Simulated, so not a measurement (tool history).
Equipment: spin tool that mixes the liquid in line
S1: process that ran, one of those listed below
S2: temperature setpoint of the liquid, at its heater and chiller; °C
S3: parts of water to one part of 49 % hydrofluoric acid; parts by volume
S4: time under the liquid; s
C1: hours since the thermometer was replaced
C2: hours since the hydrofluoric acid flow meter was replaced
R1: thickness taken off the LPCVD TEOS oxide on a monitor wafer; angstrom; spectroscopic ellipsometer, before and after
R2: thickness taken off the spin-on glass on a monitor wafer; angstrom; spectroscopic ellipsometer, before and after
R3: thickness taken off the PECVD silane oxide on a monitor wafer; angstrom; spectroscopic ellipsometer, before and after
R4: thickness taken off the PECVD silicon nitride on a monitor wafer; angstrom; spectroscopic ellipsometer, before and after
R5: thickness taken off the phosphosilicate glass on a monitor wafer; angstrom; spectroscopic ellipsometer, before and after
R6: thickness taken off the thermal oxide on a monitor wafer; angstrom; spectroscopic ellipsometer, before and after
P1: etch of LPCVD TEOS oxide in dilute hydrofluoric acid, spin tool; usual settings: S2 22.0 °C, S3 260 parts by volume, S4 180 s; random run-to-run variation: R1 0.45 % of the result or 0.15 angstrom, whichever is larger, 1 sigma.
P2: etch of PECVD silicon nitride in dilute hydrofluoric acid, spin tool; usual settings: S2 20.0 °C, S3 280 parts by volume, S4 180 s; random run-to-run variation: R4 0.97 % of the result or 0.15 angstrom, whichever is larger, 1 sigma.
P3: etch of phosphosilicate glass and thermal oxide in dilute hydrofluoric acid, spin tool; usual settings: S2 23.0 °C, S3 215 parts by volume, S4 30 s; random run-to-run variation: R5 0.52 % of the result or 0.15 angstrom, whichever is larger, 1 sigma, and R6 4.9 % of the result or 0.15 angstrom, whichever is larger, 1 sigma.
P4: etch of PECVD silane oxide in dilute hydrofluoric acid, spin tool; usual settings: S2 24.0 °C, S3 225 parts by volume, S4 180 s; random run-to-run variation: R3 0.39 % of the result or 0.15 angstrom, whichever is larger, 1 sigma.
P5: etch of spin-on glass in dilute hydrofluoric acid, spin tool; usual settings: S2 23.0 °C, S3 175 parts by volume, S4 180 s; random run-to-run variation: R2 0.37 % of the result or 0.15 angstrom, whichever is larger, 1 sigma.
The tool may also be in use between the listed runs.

run 1 hour=15.3 | S1=P1 S2=22.0 S3=260 S4=180 | C1=900.9 C2=916.3 | R1=89.4520
run 2 hour=34.4 | S1=P1 S2=29.5 S3=400 S4=180 | C1=920.0 C2=935.4 | R1=64.8290
run 3 hour=44.1 | S1=P1 S2=22.0 S3=260 S4=305 | C1=929.7 C2=945.1 | R1=149.9900
run 4 hour=57.2 | S1=P5 S2=23.0 S3=175 S4=295 | C1=942.8 C2=958.2 | R2=393.26
run 5 hour=76.0 | S1=P5 S2=30.0 S3=175 S4=180 | C1=961.6 C2=977.0 | R2=309.58
run 6 hour=86.2 | S1=P4 S2=24.0 S3=225 S4=180 | C1=971.8 C2=987.2 | R3=118.550
run 7 hour=100.9 | S1=P2 S2=20.0 S3=280 S4=15 | C1=986.5 C2=1001.9 | R4=1.8808
run 8 hour=110.9 | S1=P2 S2=20.0 S3=495 S4=180 | C1=996.5 C2=1011.9 | R4=12.8100
run 9 hour=125.0 | S1=P2 S2=20.0 S3=280 S4=180 | C1=1010.6 C2=1026.0 | R4=22.3350
run 10 hour=142.7 | S1=P5 S2=23.0 S3=175 S4=180 | C1=1028.3 C2=1043.7 | R2=239.22
run 11 hour=159.3 | S1=P1 S2=22.0 S3=260 S4=180 | C1=1044.9 C2=1060.3 | R1=89.5680
run 12 hour=176.9 | S1=P5 S2=23.0 S3=310 S4=180 | C1=1062.5 C2=1077.9 | R2=118.00
run 13 hour=195.9 | S1=P1 S2=17.0 S3=260 S4=180 | C1=1081.5 C2=1096.9 | R1=73.5920
run 14 hour=204.3 | S1=P3 S2=23.0 S3=360 S4=30 | C1=1089.9 C2=1105.3 | R5=100.89 R6=2.8052
run 15 hour=219.2 | S1=P3 S2=23.0 S3=215 S4=30 | C1=1104.8 C2=1120.2 | R5=194.79 R6=5.8454
run 16 hour=236.3 | S1=P4 S2=24.0 S3=405 S4=180 | C1=1121.9 C2=1137.3 | R3=55.692
run 17 hour=254.1 | S1=P3 S2=27.5 S3=215 S4=30 | C1=1139.7 C2=1155.1 | R5=231.23 R6=6.6066
run 18 hour=273.4 | S1=P1 S2=22.0 S3=140 S4=180 | C1=1159.0 C2=1174.4 | R1=186.2600
run 19 hour=283.6 | S1=P4 S2=17.0 S3=225 S4=180 | C1=1169.2 C2=1184.6 | R3=91.322
run 20 hour=302.1 | S1=P3 S2=23.0 S3=215 S4=60 | C1=1187.7 C2=1203.1 | R5=387.88 R6=11.1200
run 21 hour=318.4 | S1=P1 S2=22.0 S3=260 S4=180 | C1=1204.0 C2=1219.4 | R1=89.1330
run 22 hour=332.9 | S1=P1 S2=28.0 S3=260 S4=180 | C1=1218.5 C2=1233.9 | R1=109.6800
run 23 hour=342.3 | S1=P3 S2=23.0 S3=215 S4=30 | C1=1227.9 C2=1243.3 | R5=193.77 R6=5.1953
run 24 hour=356.0 | S1=P1 S2=17.0 S3=345 S4=180 | C1=1241.6 C2=1257.0 | R1=52.0370
run 25 hour=374.6 | S1=P4 S2=24.0 S3=225 S4=70 | C1=1260.2 C2=1275.6 | R3=46.403
run 26 hour=392.8 | S1=P1 S2=22.0 S3=375 S4=180 | C1=1278.4 C2=1293.8 | R1=55.1570
run 27 hour=404.3 | S1=P1 S2=22.0 S3=260 S4=15 | C1=1289.9 C2=1305.3 | R1=7.3142
run 28 hour=418.9 | S1=P1 S2=22.0 S3=260 S4=180 | C1=1304.5 C2=1319.9 | R1=89.3520
run 29 hour=435.1 | S1=P1 S2=22.0 S3=260 S4=180 | C1=1320.7 C2=1336.1 | R1=89.5720
run 30 hour=443.8 | S1=P1 S2=22.0 S3=260 S4=180 | C1=1329.4 C2=1344.8 | R1=89.2320
run 31 hour=454.1 | S1=P2 S2=20.0 S3=280 S4=180 | C1=1339.7 C2=1355.1 | R4=22.4400
run 32 hour=467.8 | S1=P4 S2=24.0 S3=225 S4=180 | C1=1353.4 C2=1368.8 | R3=118.240
run 33 hour=485.9 | S1=P2 S2=27.5 S3=280 S4=180 | C1=1371.5 C2=1386.9 | R4=37.0530
run 34 hour=497.9 | S1=P1 S2=22.0 S3=260 S4=180 | C1=1383.5 C2=1398.9 | R1=88.8110
run 35 hour=513.0 | S1=P1 S2=22.0 S3=260 S4=180 | C1=1398.6 C2=1414.0 | R1=86.8780
run 36 hour=527.0 | S1=P1 S2=22.0 S3=260 S4=180 | C1=1412.6 C2=1428.0 | R1=85.9450
run 37 hour=545.9 | S1=P1 S2=22.0 S3=260 S4=180 | C1=1431.5 C2=1446.9 | R1=84.9090
run 38 hour=559.5 | S1=P1 S2=22.0 S3=260 S4=180 | C1=1445.1 C2=1460.5 | R1=84.4910
run 39 hour=569.6 | S1=P1 S2=22.0 S3=260 S4=180 | C1=1455.2 C2=1470.6 | R1=83.9640
run 40 hour=586.7 | S1=P1 S2=22.0 S3=260 S4=180 | C1=1472.3 C2=1487.7 | R1=83.6510
run 41 hour=598.5 | S1=P1 S2=22.0 S3=260 S4=180 | C1=1484.1 C2=1499.5 | R1=83.5730
run 42 hour=613.3 | S1=P1 S2=22.0 S3=260 S4=180 | C1=1498.9 C2=1514.3 | R1=84.0120
run 43 hour=623.0 | S1=P1 S2=22.0 S3=260 S4=180 | C1=1508.6 C2=1524.0 | R1=83.2900

What P1 gives has crept away from where it was. These 2 causes fit the log equally well, each at the size given:
A: hydrofluoric acid flow below the setpoint (%) = 4.83
B: liquid colder than its thermometer reads (K) = 1.69
The onset of the drift is placed at about hour 497.9.

Which of the 4 check runs listed below, each an average over 3 wafers with its results shown as question marks, gives clearly different results under the different listed causes?
run check 1 hour=632.7 | S1=P4 S2=18.0 S3=225 S4=70 | R3=?
run check 2 hour=632.7 | S1=P3 S2=23.0 S3=320 S4=30 | R5=? R6=?
run check 3 hour=632.7 | S1=P2 S2=20.0 S3=370 S4=180 | R4=?
run check 4 hour=632.7 | S1=P5 S2=23.0 S3=260 S4=180 | R2=?

Outcome of each check run for each possible cause:
check=check_1 result=R3 if_A=34.689 if_B=34.463
check=check_2 result=R5 if_A=110.42 if_B=111.00
check=check_2 result=R6 if_A=3.1169 if_B=3.1331
check=check_3 result=R4 if_A=16.5120 if_B=15.5760
check=check_4 result=R2 if_A=138.64 if_B=138.78
Minimum pairwise separation of causes per check, each pair taken at its best-separating result: check 1 0.65 %; check 2 0.52 %; check 3 5.84 %; check 4 0.1 %
Only check 3 tells the causes apart: in the others they would give nearly the same result.

Then check 3 was run and gave: R4 16.4770 angstrom. Which cause is it?

Of the candidate causes, it is A: hydrofluoric acid flow below the setpoint (%).

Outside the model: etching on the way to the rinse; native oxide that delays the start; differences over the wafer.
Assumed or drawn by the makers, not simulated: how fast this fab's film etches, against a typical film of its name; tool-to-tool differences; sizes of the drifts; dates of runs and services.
